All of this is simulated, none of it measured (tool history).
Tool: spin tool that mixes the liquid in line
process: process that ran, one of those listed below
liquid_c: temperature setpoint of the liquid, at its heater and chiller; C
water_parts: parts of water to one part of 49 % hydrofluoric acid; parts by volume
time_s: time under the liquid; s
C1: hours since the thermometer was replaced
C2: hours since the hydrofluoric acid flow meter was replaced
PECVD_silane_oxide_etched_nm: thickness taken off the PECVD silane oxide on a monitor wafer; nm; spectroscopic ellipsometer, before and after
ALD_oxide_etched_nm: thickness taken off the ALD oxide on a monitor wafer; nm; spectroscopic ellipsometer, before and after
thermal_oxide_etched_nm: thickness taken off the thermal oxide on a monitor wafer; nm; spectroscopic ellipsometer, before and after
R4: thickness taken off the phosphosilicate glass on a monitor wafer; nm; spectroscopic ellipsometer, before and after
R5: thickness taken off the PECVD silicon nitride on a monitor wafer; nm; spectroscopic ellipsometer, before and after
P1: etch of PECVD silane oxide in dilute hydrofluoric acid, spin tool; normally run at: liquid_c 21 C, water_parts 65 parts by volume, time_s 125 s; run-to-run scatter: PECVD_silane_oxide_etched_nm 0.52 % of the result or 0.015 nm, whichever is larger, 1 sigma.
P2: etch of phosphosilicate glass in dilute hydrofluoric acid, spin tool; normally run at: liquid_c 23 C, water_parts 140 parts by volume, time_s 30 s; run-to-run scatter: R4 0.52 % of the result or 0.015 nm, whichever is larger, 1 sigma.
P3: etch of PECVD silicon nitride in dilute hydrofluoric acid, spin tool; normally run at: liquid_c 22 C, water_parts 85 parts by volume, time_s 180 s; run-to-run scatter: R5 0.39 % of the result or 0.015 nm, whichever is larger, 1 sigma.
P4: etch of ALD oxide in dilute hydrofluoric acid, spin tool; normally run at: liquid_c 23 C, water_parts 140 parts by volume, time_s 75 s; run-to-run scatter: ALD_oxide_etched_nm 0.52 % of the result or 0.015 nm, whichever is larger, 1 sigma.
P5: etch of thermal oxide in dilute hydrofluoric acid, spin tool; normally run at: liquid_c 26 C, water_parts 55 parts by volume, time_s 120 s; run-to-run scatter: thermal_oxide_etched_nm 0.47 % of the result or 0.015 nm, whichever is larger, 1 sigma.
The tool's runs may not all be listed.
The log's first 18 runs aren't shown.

Run 19, hour 173.8: process P1, liquid_c 21 C, water_parts 100 parts by volume, time_s 70 s; C1 2167.1; C2 698.3. Result: PECVD_silane_oxide_etched_nm 18.574 nm.
Run 20, hour 182.6: process P1, liquid_c 21 C, water_parts 65 parts by volume, time_s 205 s; C1 2175.9; C2 707.1. Result: PECVD_silane_oxide_etched_nm 86.373 nm.
Run 21, hour 193.2: process P4, liquid_c 30.5 C, water_parts 140 parts by volume, time_s 75 s; C1 2186.5; C2 717.7. Result: ALD_oxide_etched_nm 8.2978 nm.
Run 22, hour 199.4: process P4, liquid_c 23 C, water_parts 140 parts by volume, time_s 75 s; C1 2192.7; C2 723.9. Result: ALD_oxide_etched_nm 6.2967 nm.
Run 23, hour 211.4: process P5, liquid_c 26 C, water_parts 100 parts by volume, time_s 120 s; C1 2204.7; C2 735.9. Result: thermal_oxide_etched_nm 6.3189 nm.
Run 24, hour 219.8: process P1, liquid_c 21 C, water_parts 65 parts by volume, time_s 125 s; C1 2213.1; C2 744.3. Result: PECVD_silane_oxide_etched_nm 52.295 nm.
Run 25, hour 226.6: process P1, liquid_c 21 C, water_parts 65 parts by volume, time_s 125 s; C1 2219.9; C2 751.1. Result: PECVD_silane_oxide_etched_nm 52.978 nm.
Run 26, hour 237.1: process P2, liquid_c 23 C, water_parts 75 parts by volume, time_s 30 s; C1 2230.4; C2 761.6. Result: R4 32.383 nm.

Forecast run 27:
Run 27, hour 243.1: process P1, liquid_c 21 C, water_parts 65 parts by volume, time_s 125 s; C1 2236.4; C2 767.6. Result: PECVD_silane_oxide_etched_nm ?.

{"run 27": {"PECVD_silane_oxide_etched_nm": 52.833}}
